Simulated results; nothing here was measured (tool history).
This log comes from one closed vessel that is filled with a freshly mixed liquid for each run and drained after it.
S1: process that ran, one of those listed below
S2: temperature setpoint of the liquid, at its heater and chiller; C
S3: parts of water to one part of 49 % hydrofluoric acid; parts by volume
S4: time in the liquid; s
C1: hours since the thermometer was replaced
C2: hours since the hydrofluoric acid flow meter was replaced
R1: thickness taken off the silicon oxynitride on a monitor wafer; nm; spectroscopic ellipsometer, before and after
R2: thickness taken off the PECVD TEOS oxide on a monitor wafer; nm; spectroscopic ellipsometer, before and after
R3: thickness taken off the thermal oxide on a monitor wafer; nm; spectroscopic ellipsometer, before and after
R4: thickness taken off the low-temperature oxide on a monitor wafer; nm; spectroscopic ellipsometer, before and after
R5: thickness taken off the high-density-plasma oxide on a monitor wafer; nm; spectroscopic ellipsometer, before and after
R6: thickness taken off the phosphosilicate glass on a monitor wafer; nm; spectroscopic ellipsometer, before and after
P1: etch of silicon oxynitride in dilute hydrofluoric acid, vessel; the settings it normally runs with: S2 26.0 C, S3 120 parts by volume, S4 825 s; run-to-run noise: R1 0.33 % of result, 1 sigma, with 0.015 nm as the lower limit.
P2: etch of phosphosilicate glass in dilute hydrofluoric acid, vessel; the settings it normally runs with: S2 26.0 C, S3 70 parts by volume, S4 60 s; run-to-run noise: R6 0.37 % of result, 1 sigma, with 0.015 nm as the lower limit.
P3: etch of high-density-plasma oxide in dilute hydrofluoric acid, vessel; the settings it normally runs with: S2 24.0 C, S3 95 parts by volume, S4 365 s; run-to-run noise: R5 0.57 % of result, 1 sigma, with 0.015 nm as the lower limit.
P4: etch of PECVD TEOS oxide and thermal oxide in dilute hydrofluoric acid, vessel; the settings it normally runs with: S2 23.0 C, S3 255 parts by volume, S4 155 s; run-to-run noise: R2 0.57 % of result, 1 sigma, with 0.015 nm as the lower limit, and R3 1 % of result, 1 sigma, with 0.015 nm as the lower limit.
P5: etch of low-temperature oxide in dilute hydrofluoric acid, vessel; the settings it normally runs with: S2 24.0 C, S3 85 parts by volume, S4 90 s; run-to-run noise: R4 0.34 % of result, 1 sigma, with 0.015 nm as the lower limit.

run   hour  S1    S2   S3    S4      C1      C2        R1       R2        R3      R4      R5       R6
  1   13.1  P1  26.0  120   825   781.8  1103.5   24.5640
  2   29.8  P1  26.0  120   825   798.5  1120.2   24.6300
  3   39.4  P1  26.0  210  1480   808.1  1129.8   23.4430
  4   49.1  P4  23.0  255    65   817.8  1139.5             4.3206   0.94651
  5   67.0  P1  26.0  120  1590   835.7  1157.4   47.2130
  6   76.4  P5  17.0   85    90   845.1  1166.8                               14.191
  7   88.2  P5  24.0   20    90   856.9  1178.6                               86.664
  8  104.7  P5  24.0   85    90   873.4  1195.1                               18.800
  9  116.6  P1  26.0  120    60   885.3  1207.0    1.7822
 10  134.0  P1  26.0  190   825   902.7  1224.4   14.6510
 11  142.1  P1  26.0  120   825   910.8  1232.5   24.5450
 12  151.8  P5  24.0   85    30   920.5  1242.2                                6.243
 13  160.5  P1  26.0  170  1155   929.2  1250.9   23.1220
 14  178.5  P1  31.5  120   825   947.2  1268.9   31.4630
 15  192.5  P3  24.0   95   525   961.2  1282.9                                       55.667
 16  203.2  P1  20.5  120   825   971.9  1293.6   18.9570
 17  219.9  P4  23.0   50   155   988.6  1310.3            66.2970  14.69500
 18  235.7  P1  26.0  120   825  1004.4  1326.1   24.6010
 19  250.2  P4  23.0  255   155  1018.9  1340.6            10.2600   2.19850
 20  261.5  P3  24.0  140   365  1030.2  1351.9                                       24.330
 21  278.7  P5  24.0   85    90  1047.4  1369.1                               18.752
 22  294.5  P2  18.5   70    60  1063.2  1384.9                                                42.019
 23  302.9  P2  26.0   70    60  1071.6  1393.3                                                56.425
 24  318.4  P4  30.5  255   155  1087.1  1408.8            13.3240   2.88030
 25  327.0  P2  26.0   20    60  1095.7  1417.4                                               212.760
 26  339.5  P3  24.0   95   365  1108.2  1429.9                                       38.334
 27  349.4  P1  26.0   40  1580  1118.1  1439.8  151.5600
 28  358.7  P2  26.0   70    60  1127.4  1449.1                                                56.427
 29  368.5  P1  26.0  120   825  1137.2  1458.9   24.5180
 30  385.5  P1  26.0  120   825  1154.2  1475.9   24.5560
     393.9  -- thermometer replaced
 31  397.3  P3  17.0   95   365     3.4  1487.7                                       28.834

For run 32, what comes out?
 32  406.3  P2  26.0  70  30  12.4  1496.7                       ?

Logged for run 32: R6 28.425 nm.
